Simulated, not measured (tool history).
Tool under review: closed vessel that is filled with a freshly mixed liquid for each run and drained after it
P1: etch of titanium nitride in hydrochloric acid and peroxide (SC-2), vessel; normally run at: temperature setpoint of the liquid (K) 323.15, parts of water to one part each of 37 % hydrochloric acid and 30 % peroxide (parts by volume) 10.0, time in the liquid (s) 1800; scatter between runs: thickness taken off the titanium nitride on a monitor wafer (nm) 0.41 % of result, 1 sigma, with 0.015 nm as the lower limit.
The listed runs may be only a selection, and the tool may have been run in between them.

run   hour  temperature setpoint of the liquid (K)  parts of water to one part each of 37 % hydrochloric acid and 30 % peroxide (parts by volume)  time in the liquid (s)  thickness taken off the titanium nitride on a monitor wafer (nm)
  1    7.7                                  323.15                                                                                           10.0                    1800                                                            33.204
  2   20.5                                  323.15                                                                                           16.5                    2635                                                            31.507
  3   29.8                                  323.15                                                                                           10.0                    1800                                                            33.462
  4   42.9                                  323.15                                                                                            4.0                    1800                                                            66.858
  5   56.4                                  339.65                                                                                           10.0                    1800                                                            94.744
  6   71.5                                  323.15                                                                                           10.0                    1800                                                            33.356
  7   79.0                                  323.15                                                                                           10.0                    1800                                                            33.239
  8   95.8                                  323.15                                                                                           10.0                     345                                                             6.430
  9  106.9                                  323.15                                                                                           15.5                    1800                                                            22.811
 10  115.6                                  310.15                                                                                           10.0                    1800                                                            13.505
 11  129.4                                  323.15                                                                                           10.0                    2865                                                            52.996
 12  144.6                                  323.15                                                                                           10.0                    1800                                                            33.057
 13  158.3                                  323.15                                                                                           10.0                    1800                                                            31.957
 14  171.8                                  323.15                                                                                           10.0                    1800                                                            31.210
 15  186.4                                  323.15                                                                                           10.0                    1800                                                            30.763
     187.1  -- new drum of peroxide connected
 16  197.5                                  323.15                                                                                           10.0                    1800                                                            30.630

What does the tool deliver on the next run?
 17  212.7                                  323.15                                                                                           10.0                    1800                                                                 ?

Run 17 measured thickness taken off the titanium nitride on a monitor wafer (nm) 30.221.
